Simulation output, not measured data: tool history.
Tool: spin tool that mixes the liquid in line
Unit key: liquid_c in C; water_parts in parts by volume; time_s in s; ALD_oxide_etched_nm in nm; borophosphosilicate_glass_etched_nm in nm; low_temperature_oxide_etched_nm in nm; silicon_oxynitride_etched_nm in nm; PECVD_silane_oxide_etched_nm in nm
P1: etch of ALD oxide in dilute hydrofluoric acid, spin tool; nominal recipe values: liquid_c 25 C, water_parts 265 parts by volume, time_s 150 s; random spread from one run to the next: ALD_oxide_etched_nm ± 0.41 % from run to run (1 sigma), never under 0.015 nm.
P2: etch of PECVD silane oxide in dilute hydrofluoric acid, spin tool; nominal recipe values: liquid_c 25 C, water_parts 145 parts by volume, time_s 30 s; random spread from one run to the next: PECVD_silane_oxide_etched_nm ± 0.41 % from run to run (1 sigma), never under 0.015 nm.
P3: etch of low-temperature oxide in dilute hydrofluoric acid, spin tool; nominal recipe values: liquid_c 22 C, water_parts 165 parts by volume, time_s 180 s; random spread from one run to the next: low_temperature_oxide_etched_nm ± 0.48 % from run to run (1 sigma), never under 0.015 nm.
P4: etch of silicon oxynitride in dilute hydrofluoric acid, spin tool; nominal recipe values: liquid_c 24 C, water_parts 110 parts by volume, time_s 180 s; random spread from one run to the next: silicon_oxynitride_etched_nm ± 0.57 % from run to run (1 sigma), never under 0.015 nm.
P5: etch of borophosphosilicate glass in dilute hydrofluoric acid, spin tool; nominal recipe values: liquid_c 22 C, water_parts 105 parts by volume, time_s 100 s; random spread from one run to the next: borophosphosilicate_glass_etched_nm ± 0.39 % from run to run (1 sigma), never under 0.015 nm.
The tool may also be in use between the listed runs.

run,hour,process,liquid_c,water_parts,time_s,hours since the thermometer was replaced,hours since the hydrofluoric acid flow meter was replaced,ALD_oxide_etched_nm,borophosphosilicate_glass_etched_nm,low_temperature_oxide_etched_nm,silicon_oxynitride_etched_nm,PECVD_silane_oxide_etched_nm
1,2.7,P1,25,265,150,539.2,1237.8,8.1931,,,,
2,7.3,P1,25,265,150,543.8,1242.4,8.0889,,,,
3,10.1,P1,25,265,300,546.6,1245.2,16.325,,,,
4,14.3,P5,22,105,100,550.8,1249.4,,27.697,,,
5,17.6,P1,25,265,150,554.1,1252.7,8.2121,,,,
6,22.2,P3,22,165,15,558.7,1257.3,,,0.83291,,
7,25.2,P4,24,65,180,561.7,1260.3,,,,13.169,
8,29.9,P2,25,145,30,566.4,1265,,,,,5.0185
9,35,P1,25,370,150,571.5,1270.1,5.3206,,,,
10,37.7,P1,31.5,265,150,574.2,1272.8,10.144,,,,
11,42,P2,25,145,50,578.5,1277.1,,,,,8.3832
12,45,P5,22,105,50,581.5,1280.1,,13.84,,,
13,48.9,P3,22,235,180,585.4,1284,,,6.6312,,
14,52,P2,33,145,30,588.5,1287.1,,,,,6.7791
15,54.5,P1,25,265,150,591,1289.6,8.1448,,,,
16,58.9,P4,24,110,180,595.4,1294,,,,7.429,
17,61.4,P1,25,65,150,597.9,1296.5,42.077,,,,
18,66.4,P1,25,265,150,602.9,1301.5,8.1595,,,,
19,69.1,P2,25,80,30,605.6,1304.2,,,,,9.866
20,71.4,P1,25,265,55,607.9,1306.5,3.0171,,,,

Estimate the outcome of run 21 from the log above:
21,74.9,P4,31.5,110,180,611.4,1310,,,,?,

{"run 21": {"silicon_oxynitride_etched_nm": 10.529}}
